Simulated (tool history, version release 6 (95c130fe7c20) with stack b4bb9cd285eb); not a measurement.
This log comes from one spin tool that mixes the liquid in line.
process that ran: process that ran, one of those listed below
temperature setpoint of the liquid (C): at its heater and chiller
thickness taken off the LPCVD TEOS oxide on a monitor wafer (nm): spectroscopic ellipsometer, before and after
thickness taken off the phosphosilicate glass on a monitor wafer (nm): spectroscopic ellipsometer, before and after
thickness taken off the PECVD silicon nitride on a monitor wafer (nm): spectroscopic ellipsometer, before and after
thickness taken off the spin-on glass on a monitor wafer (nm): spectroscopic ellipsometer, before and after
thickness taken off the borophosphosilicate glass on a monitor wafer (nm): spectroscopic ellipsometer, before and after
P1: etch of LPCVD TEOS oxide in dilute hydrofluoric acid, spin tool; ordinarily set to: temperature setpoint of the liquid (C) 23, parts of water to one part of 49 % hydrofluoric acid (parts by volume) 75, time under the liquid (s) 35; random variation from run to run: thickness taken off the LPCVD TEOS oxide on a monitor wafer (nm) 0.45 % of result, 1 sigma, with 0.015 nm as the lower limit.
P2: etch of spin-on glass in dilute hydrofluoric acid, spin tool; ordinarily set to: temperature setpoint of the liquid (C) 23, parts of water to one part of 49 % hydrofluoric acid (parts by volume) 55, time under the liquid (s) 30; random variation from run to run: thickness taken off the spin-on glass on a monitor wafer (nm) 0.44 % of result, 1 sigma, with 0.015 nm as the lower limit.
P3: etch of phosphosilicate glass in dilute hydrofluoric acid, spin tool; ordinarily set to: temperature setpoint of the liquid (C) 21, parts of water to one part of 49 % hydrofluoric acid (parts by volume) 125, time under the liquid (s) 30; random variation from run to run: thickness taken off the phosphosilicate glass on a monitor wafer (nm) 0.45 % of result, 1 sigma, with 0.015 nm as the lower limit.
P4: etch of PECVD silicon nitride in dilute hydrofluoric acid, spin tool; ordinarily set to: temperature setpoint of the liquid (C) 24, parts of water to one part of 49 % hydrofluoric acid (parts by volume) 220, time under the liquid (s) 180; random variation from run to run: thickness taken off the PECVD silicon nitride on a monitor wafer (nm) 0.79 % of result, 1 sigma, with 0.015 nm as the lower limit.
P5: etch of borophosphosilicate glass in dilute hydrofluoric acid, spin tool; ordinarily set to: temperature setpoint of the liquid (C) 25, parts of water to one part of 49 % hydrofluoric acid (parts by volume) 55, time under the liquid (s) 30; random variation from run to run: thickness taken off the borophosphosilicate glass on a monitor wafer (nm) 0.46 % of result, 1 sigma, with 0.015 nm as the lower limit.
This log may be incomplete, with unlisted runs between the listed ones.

| run | hour | process that ran | temperature setpoint of the liquid (C) | parts of water to one part of 49 % hydrofluoric acid (parts by volume) | time under the liquid (s) | thickness taken off the LPCVD TEOS oxide on a monitor wafer (nm) | thickness taken off the phosphosilicate glass on a monitor wafer (nm) | thickness taken off the PECVD silicon nitride on a monitor wafer (nm) | thickness taken off the spin-on glass on a monitor wafer (nm) | thickness taken off the borophosphosilicate glass on a monitor wafer (nm) |
|---|---|---|---|---|---|---|---|---|---|---|
| 1 | 8.9 | P1 | 23 | 75 | 35 | 9.5506 |  |  |  |  |
| 2 | 19.4 | P3 | 21 | 125 | 60 |  | 78.774 |  |  |  |
| 3 | 33.1 | P1 | 23 | 25 | 35 | 30.592 |  |  |  |  |
| 4 | 46.5 | P4 | 24 | 220 | 180 |  |  | 3.1023 |  |  |
| 5 | 56.7 | P4 | 24 | 105 | 180 |  |  | 6.3881 |  |  |
| 6 | 66.5 | P3 | 21 | 200 | 30 |  | 22.809 |  |  |  |
| 7 | 80.5 | P3 | 21 | 125 | 30 |  | 39.354 |  |  |  |
| 8 | 95 | P2 | 23 | 20 | 30 |  |  |  | 71.333 |  |
| 9 | 109.3 | P4 | 30 | 220 | 180 |  |  | 4.4441 |  |  |
| 10 | 123.2 | P2 | 28 | 55 | 30 |  |  |  | 30.326 |  |
| 11 | 135.5 | P1 | 23 | 75 | 35 | 9.5235 |  |  |  |  |
| 12 | 153 | P1 | 23 | 115 | 35 | 5.8786 |  |  |  |  |
| 13 | 169 | P1 | 23 | 75 | 35 | 9.5782 |  |  |  |  |
| 14 | 184.2 | P5 | 25 | 30 | 30 |  |  |  |  | 94.508 |
| 15 | 201.9 | P1 | 23 | 75 | 35 | 9.4869 |  |  |  |  |
| 16 | 210 | P1 | 27 | 75 | 35 | 11.152 |  |  |  |  |
| 17 | 225.5 | P4 | 24 | 220 | 305 |  |  | 5.2332 |  |  |
| 18 | 242.9 | P5 | 25 | 55 | 30 |  |  |  |  | 49.925 |
| 19 | 257.9 | P4 | 24 | 220 | 180 |  |  | 3.0255 |  |  |
| 20 | 271.2 | P2 | 23 | 55 | 60 |  |  |  | 49.452 |  |
| 21 | 286.1 | P2 | 23 | 55 | 30 |  |  |  | 24.613 |  |
| 22 | 295.3 | P1 | 23 | 75 | 15 | 4.1003 |  |  |  |  |
| 23 | 308.1 | P2 | 23 | 55 | 30 |  |  |  | 24.756 |  |
| 24 | 324.9 | P3 | 17 | 125 | 30 |  | 33.343 |  |  |  |
| 25 | 341.8 | P5 | 33 | 55 | 30 |  |  |  |  | 68.071 |
| 26 | 354.9 | P5 | 25 | 55 | 60 |  |  |  |  | 99.521 |
| 27 | 364.9 | P1 | 19.5 | 20 | 35 | 32.728 |  |  |  |  |
| 28 | 375.8 | P1 | 17.5 | 75 | 35 | 7.5327 |  |  |  |  |
| 29 | 386.6 | P1 | 23 | 75 | 55 | 15.013 |  |  |  |  |
| 30 | 396.8 | P1 | 23 | 75 | 35 | 9.5573 |  |  |  |  |
| 31 | 408.2 | P1 | 23 | 75 | 35 | 9.2556 |  |  |  |  |
| 32 | 418.7 | P1 | 23 | 75 | 35 | 8.9866 |  |  |  |  |
| 33 | 428.6 | P1 | 23 | 75 | 35 | 8.8802 |  |  |  |  |
| 34 | 445.4 | P1 | 23 | 75 | 35 | 8.814 |  |  |  |  |
| 35 | 463.5 | P1 | 23 | 75 | 35 | 8.7229 |  |  |  |  |
| 36 | 473.7 | P1 | 23 | 75 | 35 | 8.7084 |  |  |  |  |
| 37 | 491.1 | P1 | 23 | 75 | 35 | 8.6266 |  |  |  |  |
| 38 | 503.2 | P1 | 23 | 75 | 35 | 8.5382 |  |  |  |  |
| 39 | 512.1 | P1 | 23 | 75 | 35 | 8.6725 |  |  |  |  |
| 40 | 523.1 | P1 | 23 | 75 | 35 | 8.6458 |  |  |  |  |
| 41 | 534.9 | P1 | 23 | 75 | 35 | 8.5659 |  |  |  |  |

Compared with where it was, what P1 gives has crept away. Each cause listed below fits the log as well as the rest, at the size given for it:
A: liquid colder than its thermometer reads (K) = 2.42
B: hydrofluoric acid flow below the setpoint (%) = 8.67
The creep began at about hour 396.8.

Each of the 4 check runs below uses one wafer; its results are left as question marks. Which run tells the causes apart?
| check 1 | 546.7 | P5 | 32.5 | 55 | 30 |  |  |  |  | ? |
| check 2 | 546.7 | P3 | 21 | 160 | 30 |  | ? |  |  |  |
| check 3 | 546.7 | P2 | 23 | 20 | 55 |  |  |  | ? |  |
| check 4 | 546.7 | P4 | 24 | 220 | 285 |  |  | ? |  |  |

Check results expected under each cause:
| check | result | if A | if B |
|---|---|---|---|
| check 1 | thickness taken off the borophosphosilicate glass on a monitor wafer (nm) | 60.941 | 60.603 |
| check 2 | thickness taken off the phosphosilicate glass on a monitor wafer (nm) | 26.815 | 26.531 |
| check 3 | thickness taken off the spin-on glass on a monitor wafer (nm) | 117.3 | 118.55 |
| check 4 | thickness taken off the PECVD silicon nitride on a monitor wafer (nm) | 4.1835 | 4.4593 |
Minimum pairwise separation of causes per check, each pair taken at its best-separating result: check 1 0.56 %; check 2 1.06 %; check 3 1.06 %; check 4 6.39 %
The other checks would show nearly matching results whichever cause is true, so check 4 is the only one that separates the causes.

With check 4 done, the readings were: thickness taken off the PECVD silicon nitride on a monitor wafer (nm) 4.4449. Identify which of the listed causes applies.

B is the cause: hydrofluoric acid flow below the setpoint (%).
